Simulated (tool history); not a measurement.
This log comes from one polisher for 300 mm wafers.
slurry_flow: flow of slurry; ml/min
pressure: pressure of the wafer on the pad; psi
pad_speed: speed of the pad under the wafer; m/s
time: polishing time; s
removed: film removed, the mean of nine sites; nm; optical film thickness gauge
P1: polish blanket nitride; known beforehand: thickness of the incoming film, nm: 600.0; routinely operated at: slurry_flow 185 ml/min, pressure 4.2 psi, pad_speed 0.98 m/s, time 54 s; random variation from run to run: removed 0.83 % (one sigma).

run 1 day=0.3 | slurry_flow=185 pressure=4.2 pad_speed=0.98 time=54 | removed=113.37
-- day=0.529 head pressure recalibrated
run 2 day=0.688 | slurry_flow=185 pressure=4.2 pad_speed=0.98 time=54 | removed=114.81
run 3 day=0.95 | slurry_flow=185 pressure=4.2 pad_speed=1.38 time=54 | removed=151.83
run 4 day=1.246 | slurry_flow=185 pressure=6.5 pad_speed=0.98 time=54 | removed=175.96
run 5 day=1.454 | slurry_flow=110 pressure=4.2 pad_speed=0.98 time=54 | removed=102.81
run 6 day=1.883 | slurry_flow=260 pressure=4.2 pad_speed=0.98 time=54 | removed=118.72
run 7 day=2.275 | slurry_flow=185 pressure=4.2 pad_speed=0.98 time=54 | removed=114.24
run 8 day=2.625 | slurry_flow=185 pressure=4.2 pad_speed=0.98 time=54 | removed=113.33
run 9 day=2.896 | slurry_flow=185 pressure=4.2 pad_speed=0.5 time=54 | removed=67
run 10 day=3.312 | slurry_flow=185 pressure=4.2 pad_speed=0.98 time=69 | removed=145.77
run 11 day=3.688 | slurry_flow=185 pressure=1.9 pad_speed=0.98 time=54 | removed=51.946
run 12 day=4.05 | slurry_flow=110 pressure=2.9 pad_speed=0.98 time=54 | removed=71.225
run 13 day=4.346 | slurry_flow=185 pressure=4.2 pad_speed=0.98 time=54 | removed=114.05
run 14 day=4.708 | slurry_flow=185 pressure=4.2 pad_speed=0.98 time=25 | removed=51.473
run 15 day=4.946 | slurry_flow=185 pressure=4.2 pad_speed=0.98 time=54 | removed=115.04
run 16 day=5.333 | slurry_flow=185 pressure=4.2 pad_speed=0.98 time=54 | removed=111.08
run 17 day=5.65 | slurry_flow=185 pressure=4.2 pad_speed=0.98 time=54 | removed=109.6
run 18 day=5.896 | slurry_flow=185 pressure=4.2 pad_speed=0.98 time=54 | removed=108.52

Predict the results of run 19:
run 19 day=6.204 | slurry_flow=185 pressure=4.2 pad_speed=0.98 time=54 | removed=?

Run 19 measured removed 105.15 nm.
